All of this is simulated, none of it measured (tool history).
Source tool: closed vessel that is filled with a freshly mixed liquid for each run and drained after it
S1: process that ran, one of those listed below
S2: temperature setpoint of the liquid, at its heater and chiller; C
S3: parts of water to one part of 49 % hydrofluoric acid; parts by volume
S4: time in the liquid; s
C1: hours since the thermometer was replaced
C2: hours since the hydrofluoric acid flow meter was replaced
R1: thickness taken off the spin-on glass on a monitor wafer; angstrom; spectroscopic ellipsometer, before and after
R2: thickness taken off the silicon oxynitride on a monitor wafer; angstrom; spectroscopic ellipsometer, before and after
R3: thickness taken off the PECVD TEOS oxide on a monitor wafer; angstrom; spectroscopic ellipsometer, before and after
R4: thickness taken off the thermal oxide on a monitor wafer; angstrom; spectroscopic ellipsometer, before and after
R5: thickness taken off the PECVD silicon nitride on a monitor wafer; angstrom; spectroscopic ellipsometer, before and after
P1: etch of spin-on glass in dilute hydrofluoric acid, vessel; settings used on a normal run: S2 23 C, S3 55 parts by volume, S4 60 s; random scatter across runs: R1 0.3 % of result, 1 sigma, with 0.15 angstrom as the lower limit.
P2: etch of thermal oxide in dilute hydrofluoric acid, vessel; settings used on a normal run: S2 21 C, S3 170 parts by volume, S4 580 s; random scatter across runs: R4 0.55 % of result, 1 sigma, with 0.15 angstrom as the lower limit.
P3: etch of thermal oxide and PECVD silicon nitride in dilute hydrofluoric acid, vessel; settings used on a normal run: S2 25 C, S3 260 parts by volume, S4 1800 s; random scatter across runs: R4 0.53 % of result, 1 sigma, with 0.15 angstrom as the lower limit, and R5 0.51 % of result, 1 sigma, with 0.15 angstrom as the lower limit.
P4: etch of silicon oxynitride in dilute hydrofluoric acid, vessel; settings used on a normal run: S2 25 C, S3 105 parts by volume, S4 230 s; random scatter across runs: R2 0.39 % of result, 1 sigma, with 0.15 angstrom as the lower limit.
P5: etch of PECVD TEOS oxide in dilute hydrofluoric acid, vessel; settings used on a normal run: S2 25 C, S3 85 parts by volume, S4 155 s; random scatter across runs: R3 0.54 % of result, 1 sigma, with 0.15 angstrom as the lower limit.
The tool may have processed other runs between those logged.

| run | hour | S1 | S2 | S3 | S4 | C1 | C2 | R1 | R2 | R3 | R4 | R5 |
|---|---|---|---|---|---|---|---|---|---|---|---|---|
| 1 | 4.8 | P1 | 23 | 55 | 60 | 184.7 | 1033.4 | 361.41 |  |  |  |  |
| 2 | 10.6 | P4 | 25 | 105 | 230 | 190.5 | 1039.2 |  | 108.76 |  |  |  |
| 3 | 17.5 | P5 | 25 | 30 | 155 | 197.4 | 1046.1 |  |  | 905.47 |  |  |
| 4 | 25.2 | P1 | 27.5 | 100 | 60 | 205.1 | 1053.8 | 225.02 |  |  |  |  |
| 5 | 28.8 | P1 | 23 | 55 | 60 | 208.7 | 1057.4 | 361.64 |  |  |  |  |
| 6 | 34.9 | P3 | 25 | 260 | 1800 | 214.8 | 1063.5 |  |  |  | 285.06 | 129.22 |
| 7 | 42.5 | P5 | 25 | 85 | 155 | 222.4 | 1071.1 |  |  | 294.78 |  |  |
| 8 | 47.3 | P2 | 21 | 235 | 580 | 227.2 | 1075.9 |  |  |  | 81.44 |  |
| 9 | 51.9 | P3 | 25 | 260 | 1800 | 231.8 | 1080.5 |  |  |  | 287.17 | 128.29 |
| 10 | 57.2 | P1 | 30.5 | 55 | 60 | 237.1 | 1085.8 | 488.51 |  |  |  |  |
| 11 | 63 | P1 | 19 | 20 | 60 | 242.9 | 1091.6 | 876.61 |  |  |  |  |
| 12 | 67.7 | P2 | 21 | 170 | 580 | 247.6 | 1096.3 |  |  |  | 120.24 |  |
| 13 | 73.7 | P3 | 25 | 260 | 375 | 253.6 | 1102.3 |  |  |  | 59.412 | 26.85 |
| 14 | 79.8 | P5 | 17 | 85 | 155 | 259.7 | 1108.4 |  |  | 217.34 |  |  |
| 15 | 84.6 | P2 | 21 | 170 | 580 | 264.5 | 1113.2 |  |  |  | 120.37 |  |
| 16 | 92.6 | P4 | 33 | 105 | 230 | 272.5 | 1121.2 |  | 155.98 |  |  |  |
| 17 | 99.4 | P1 | 23 | 55 | 110 | 279.3 | 1128 | 662.85 |  |  |  |  |
| 18 | 104.1 | P2 | 21 | 170 | 885 | 284 | 1132.7 |  |  |  | 186.53 |  |
| 19 | 110.6 | P5 | 25 | 85 | 155 | 290.5 | 1139.2 |  |  | 297.7 |  |  |
| 20 | 116 | P2 | 28.5 | 170 | 580 | 295.9 | 1144.6 |  |  |  | 160.7 |  |
| 21 | 122.6 | P3 | 29.5 | 260 | 1800 | 302.5 | 1151.2 |  |  |  | 332.97 | 167.84 |
| 22 | 130.3 | P4 | 25 | 145 | 230 | 310.2 | 1158.9 |  | 76.201 |  |  |  |
| 23 | 136.7 | P5 | 25 | 85 | 300 | 316.6 | 1165.3 |  |  | 581.54 |  |  |
| 24 | 140.4 | P1 | 23 | 55 | 60 | 320.3 | 1169 | 361.94 |  |  |  |  |
| 25 | 148.1 | P3 | 25 | 400 | 1800 | 328 | 1176.7 |  |  |  | 161.68 | 83.66 |
| 26 | 155.3 | P1 | 23 | 55 | 60 | 335.2 | 1183.9 | 362.69 |  |  |  |  |
| 27 | 160.4 | P1 | 23 | 20 | 60 | 340.3 | 1189 | 1037.4 |  |  |  |  |
| 28 | 165.5 | P1 | 23 | 55 | 30 | 345.4 | 1194.1 | 181.73 |  |  |  |  |
| 29 | 173.2 | P1 | 23 | 25 | 30 | 353.1 | 1201.8 | 415.03 |  |  |  |  |
| 30 | 177.7 | P1 | 23 | 85 | 60 | 357.6 | 1206.3 | 225.67 |  |  |  |  |
| 31 | 182.6 | P4 | 25 | 105 | 30 | 362.5 | 1211.2 |  | 14.344 |  |  |  |
| 32 | 189.5 | P1 | 17 | 55 | 60 | 369.4 | 1218.1 | 281.17 |  |  |  |  |
| 33 | 194.1 | P1 | 23 | 55 | 60 | 374 | 1222.7 | 362.17 |  |  |  |  |
| 34 | 200.4 | P1 | 23 | 55 | 60 | 380.3 | 1229 | 350.47 |  |  |  |  |
| 35 | 207.7 | P1 | 23 | 55 | 60 | 387.6 | 1236.3 | 344.66 |  |  |  |  |
| 36 | 215.3 | P1 | 23 | 55 | 60 | 395.2 | 1243.9 | 341.49 |  |  |  |  |
| 37 | 220.4 | P1 | 23 | 55 | 60 | 400.3 | 1249 | 339.55 |  |  |  |  |
| 38 | 227.1 | P1 | 23 | 55 | 60 | 407 | 1255.7 | 337.54 |  |  |  |  |
| 39 | 233.2 | P1 | 23 | 55 | 60 | 413.1 | 1261.8 | 338.5 |  |  |  |  |
| 40 | 240.2 | P1 | 23 | 55 | 60 | 420.1 | 1268.8 | 335.14 |  |  |  |  |

What P1 gives has crept away from where it was. These 2 causes fit the log equally well, each at the size given:
A: hydrofluoric acid flow below the setpoint (%) = 6.41
B: liquid colder than its thermometer reads (K) = 1.71
Creep in the process output first set in at about hour 194.1.

Listed below are the offered check runs, one wafer per run, with question marks in place of results. For which of them would the causes give clearly different outcomes?
| check 1 | 247.2 | P2 | 21 | 170 | 580 |  |  |  |  |  | ? |  |
| check 2 | 247.2 | P5 | 25 | 85 | 155 |  |  |  |  | ? |  |  |
| check 3 | 247.2 | P4 | 25 | 105 | 230 |  |  |  | ? |  |  |  |
| check 4 | 247.2 | P3 | 25 | 260 | 1800 |  |  |  |  |  | ? | ? |

Predicted outcomes, by check and by cause:
| check | result | if A | if B |
|---|---|---|---|
| check 1 | R4 | 111.65 | 112.9 |
| check 2 | R3 | 277.74 | 279.2 |
| check 3 | R2 | 100.94 | 100.13 |
| check 4 | R4 | 262.28 | 268.58 |
| check 4 | R5 | 120.17 | 115.5 |
Distance between the nearest two causes, measured in the result of the check that separates them most: check 1 1.11 %; check 2 0.53 %; check 3 0.81 %; check 4 3.96 %
Check 4 tells the causes apart: in the others they would give nearly the same result.

The results of check 4 are: R4 263.36 angstrom; R5 119.72 angstrom. Based on these, which of the listed causes is it?

The cause is A: hydrofluoric acid flow below the setpoint (%).
